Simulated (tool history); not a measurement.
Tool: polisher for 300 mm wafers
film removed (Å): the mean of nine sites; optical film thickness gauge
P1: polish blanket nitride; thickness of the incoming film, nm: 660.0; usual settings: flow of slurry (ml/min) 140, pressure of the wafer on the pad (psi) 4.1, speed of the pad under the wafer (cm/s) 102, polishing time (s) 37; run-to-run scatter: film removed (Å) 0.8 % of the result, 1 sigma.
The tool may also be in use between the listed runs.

run	day	flow of slurry (ml/min)	pressure of the wafer on the pad (psi)	speed of the pad under the wafer (cm/s)	polishing time (s)	wafers polished on this pad	hours since the slurry nozzle was cleaned	hours since the head pressure was calibrated	film removed (Å)
1	0.179	140	4.1	102	37	696	144.4	405.7	916.38
2	0.304	140	4.1	102	37	735	147.4	408.7	919.29
3	0.412	90	4.1	54	37	768	150.0	411.3	502.52
4	0.550	140	4.1	102	37	809	153.3	414.6	912.02
5	0.704	140	4.1	162	37	856	157.0	418.3	1293.30
6	0.871	215	4.1	102	37	907	161.0	422.3	971.48
7	1.088	85	4.1	102	37	973	166.2	427.5	808.22
8	1.212	140	2.5	102	37	1011	169.2	430.5	559.79
9	1.333	140	4.1	146	26	1048	172.1	433.4	846.82
10	1.442	140	4.1	54	37	1081	174.7	436.0	546.55
11	1.554	140	5.4	102	37	1115	177.4	438.7	1197.00
12	1.675	140	4.1	102	37	1152	180.3	441.6	913.16
13	1.850	140	4.1	102	17	1206	184.5	445.8	412.53
14	2.008	205	4.1	128	37	1254	188.3	449.6	1172.30
15	2.158	140	4.1	102	48	1300	191.9	453.2	1181.00

The next listed run, before its measurement:
16	2.396	140	4.1	102	37	1372	197.6	458.9	?

film removed (Å): 902.45

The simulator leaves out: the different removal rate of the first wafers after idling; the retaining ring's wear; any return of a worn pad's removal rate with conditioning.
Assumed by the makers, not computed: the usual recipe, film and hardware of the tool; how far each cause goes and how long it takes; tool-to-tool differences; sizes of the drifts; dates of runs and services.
